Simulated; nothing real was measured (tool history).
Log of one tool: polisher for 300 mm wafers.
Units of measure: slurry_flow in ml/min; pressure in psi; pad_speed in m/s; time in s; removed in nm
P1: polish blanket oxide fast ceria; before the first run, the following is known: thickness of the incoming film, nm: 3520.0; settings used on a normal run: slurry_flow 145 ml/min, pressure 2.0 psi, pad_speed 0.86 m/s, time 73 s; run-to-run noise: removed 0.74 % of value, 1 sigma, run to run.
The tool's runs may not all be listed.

run,day,slurry_flow,pressure,pad_speed,time,removed
1,0.142,145,2.0,0.86,73,609.97
2,0.375,145,1.0,0.86,73,304.06
3,0.629,145,2.0,0.86,73,610.33
4,0.850,145,2.0,0.86,33,272.76
5,0.996,145,1.5,0.86,36,223.40
6,1.162,145,2.0,0.86,73,612.45
7,1.304,145,3.2,0.86,73,979.46
8,1.517,145,2.0,0.86,73,608.89
9,1.671,145,2.0,0.60,73,423.65
10,1.817,145,2.0,1.34,73,959.28
11,2.017,225,2.0,0.86,73,657.41
12,2.150,145,2.0,0.86,73,612.18
13,2.404,85,2.0,0.86,73,539.23
14,2.562,145,2.0,0.86,115,957.16
15,2.808,145,2.0,0.86,73,615.89
16,2.996,145,2.0,0.86,73,615.61
17,3.125,145,2.0,0.86,73,594.72
18,3.379,145,2.0,0.86,73,578.37
19,3.500,145,2.0,0.86,73,568.92
20,3.654,145,2.0,0.86,73,572.32
# day 3.758: worn pad replaced by a new one
21,3.854,145,2.0,0.86,73,563.89
22,4.046,145,2.0,0.86,73,571.77
23,4.279,145,2.0,0.86,73,556.11
24,4.475,145,2.0,0.86,73,558.24

P1 no longer gives what it gave before; its output has crept away from where it was. The following 2 causes, each at its listed size, fit the log equally well:
A: head's pressure below its setpoint, % = 8.58
B: slurry flow missing at the pad, % = 33.7
The creep began at about day 2.996.
Each remaining cause and why it is not a fit:
removal rate lost through wear of the pad, %: serviced at day 3.758, which brought nothing back

Question marks stand in for the results of the 4 check runs listed below, each run on one wafer. Under which run would the listed causes show clearly different results?
check 1,4.671,145,2.0,1.28,110,?
check 2,4.671,145,2.6,0.86,33,?
check 3,4.671,85,2.9,0.86,73,?
check 4,4.671,145,3.1,0.86,41,?

If the cause were each of the candidates in turn, the checks would give the following:
check,result,if A,if B
check 1,removed,1253.00,1253.10
check 2,removed,328.33,328.36
check 3,removed,716.03,679.41
check 4,removed,486.38,486.42
Gap, in per cent, between the two causes that each check separates least, read from the result that separates them most: check 1 0.01 %; check 2 0.01 %; check 3 5.25 %; check 4 0.01 %
The other checks would show nearly matching results whichever cause is true, so check 3 is the only one that separates the causes.

Check 3 was then run and gave: removed 713.91 nm. Which cause is it?

It is A: head's pressure below its setpoint, %.

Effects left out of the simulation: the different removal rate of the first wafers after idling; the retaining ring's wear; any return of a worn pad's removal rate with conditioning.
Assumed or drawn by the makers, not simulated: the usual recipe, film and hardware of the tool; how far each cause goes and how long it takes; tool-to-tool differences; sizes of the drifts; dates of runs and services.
